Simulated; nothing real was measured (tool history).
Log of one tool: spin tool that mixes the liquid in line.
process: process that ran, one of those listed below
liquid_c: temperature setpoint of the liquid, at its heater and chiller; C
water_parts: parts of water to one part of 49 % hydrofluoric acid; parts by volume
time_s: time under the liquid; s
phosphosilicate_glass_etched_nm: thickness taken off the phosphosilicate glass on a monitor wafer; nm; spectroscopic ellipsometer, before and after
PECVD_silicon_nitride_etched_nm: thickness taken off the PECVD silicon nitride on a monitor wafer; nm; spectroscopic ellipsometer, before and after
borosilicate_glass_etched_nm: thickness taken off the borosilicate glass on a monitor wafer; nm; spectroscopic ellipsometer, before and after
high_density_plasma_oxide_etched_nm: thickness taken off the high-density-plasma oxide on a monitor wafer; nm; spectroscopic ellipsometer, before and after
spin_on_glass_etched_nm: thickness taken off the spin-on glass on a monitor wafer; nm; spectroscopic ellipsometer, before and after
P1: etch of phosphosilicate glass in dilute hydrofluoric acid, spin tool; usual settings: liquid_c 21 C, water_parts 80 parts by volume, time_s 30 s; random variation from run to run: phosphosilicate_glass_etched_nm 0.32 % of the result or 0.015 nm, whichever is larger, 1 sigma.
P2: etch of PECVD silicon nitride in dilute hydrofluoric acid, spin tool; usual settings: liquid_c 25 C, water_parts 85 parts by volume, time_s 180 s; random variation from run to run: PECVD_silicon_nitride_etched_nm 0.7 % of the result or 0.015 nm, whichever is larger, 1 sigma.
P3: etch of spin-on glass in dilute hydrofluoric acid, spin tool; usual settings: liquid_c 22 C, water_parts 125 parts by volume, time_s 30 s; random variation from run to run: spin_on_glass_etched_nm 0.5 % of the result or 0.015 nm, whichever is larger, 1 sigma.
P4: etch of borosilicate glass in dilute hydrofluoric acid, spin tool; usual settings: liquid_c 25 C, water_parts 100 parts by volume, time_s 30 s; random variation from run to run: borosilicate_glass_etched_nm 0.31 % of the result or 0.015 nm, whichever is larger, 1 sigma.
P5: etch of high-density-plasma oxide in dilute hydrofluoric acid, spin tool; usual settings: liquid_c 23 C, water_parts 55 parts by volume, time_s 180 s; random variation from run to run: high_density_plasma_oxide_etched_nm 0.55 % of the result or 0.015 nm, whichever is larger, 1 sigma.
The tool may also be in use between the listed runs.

| run | hour | process | liquid_c | water_parts | time_s | hours since the thermometer was replaced | hours since the hydrofluoric acid flow meter was replaced | phosphosilicate_glass_etched_nm | PECVD_silicon_nitride_etched_nm | borosilicate_glass_etched_nm | high_density_plasma_oxide_etched_nm | spin_on_glass_etched_nm |
|---|---|---|---|---|---|---|---|---|---|---|---|---|
| 1 | 13.9 | P1 | 21 | 80 | 30 | 460.3 | 808.3 | 47.983 |  |  |  |  |
| 2 | 21.0 | P1 | 21 | 80 | 30 | 467.4 | 815.4 | 48.182 |  |  |  |  |
| 3 | 33.4 | P1 | 21 | 110 | 50 | 479.8 | 827.8 | 56.077 |  |  |  |  |
| 4 | 47.8 | P1 | 17 | 80 | 15 | 494.2 | 842.2 | 20.277 |  |  |  |  |
| 5 | 55.7 | P2 | 25 | 85 | 15 | 502.1 | 850.1 |  | 0.33098 |  |  |  |
| 6 | 63.2 | P1 | 29 | 80 | 15 | 509.6 | 857.6 | 33.012 |  |  |  |  |
| 7 | 76.5 | P1 | 21 | 140 | 30 | 522.9 | 870.9 | 25.547 |  |  |  |  |
| 8 | 84.9 | P4 | 25 | 100 | 60 | 531.3 | 879.3 |  |  | 17.6760 |  |  |
| 9 | 91.7 | P1 | 29 | 80 | 30 | 538.1 | 886.1 | 66.168 |  |  |  |  |
| 10 | 98.8 | P4 | 25 | 50 | 30 | 545.2 | 893.2 |  |  | 18.8130 |  |  |
| 11 | 106.3 | P1 | 21 | 80 | 45 | 552.7 | 900.7 | 71.981 |  |  |  |  |
| 12 | 117.9 | P5 | 23 | 55 | 355 | 564.3 | 912.3 |  |  |  | 33.475 |  |
| 13 | 130.6 | P2 | 25 | 30 | 180 | 577.0 | 925.0 |  | 10.69300 |  |  |  |
| 14 | 143.9 | P1 | 21 | 80 | 30 | 590.3 | 938.3 | 48.199 |  |  |  |  |
| 15 | 150.6 | P1 | 21 | 80 | 15 | 597.0 | 945.0 | 23.887 |  |  |  |  |
| 16 | 161.1 | P5 | 23 | 55 | 180 | 607.5 | 955.5 |  |  |  | 17.113 |  |
| 17 | 170.1 | P4 | 25 | 100 | 30 | 616.5 | 964.5 |  |  | 8.8021 |  |  |
| 18 | 179.3 | P2 | 25 | 85 | 180 | 625.7 | 973.7 |  | 3.82630 |  |  |  |
| 19 | 187.4 | P3 | 17 | 125 | 30 | 633.8 | 981.8 |  |  |  |  | 5.8123 |
| 20 | 198.7 | P1 | 21 | 80 | 30 | 645.1 | 993.1 | 48.058 |  |  |  |  |
| 21 | 208.6 | P4 | 17 | 100 | 30 | 655.0 | 1003.0 |  |  | 6.3673 |  |  |
| 22 | 218.0 | P1 | 21 | 80 | 30 | 664.4 | 1012.4 | 47.548 |  |  |  |  |

Forecast run 23:
| 23 | 229.9 | P3 | 22 | 125 | 65 | 676.3 | 1024.3 |  |  |  |  | ? |

Run 23 gave spin_on_glass_etched_nm 15.3320 nm.
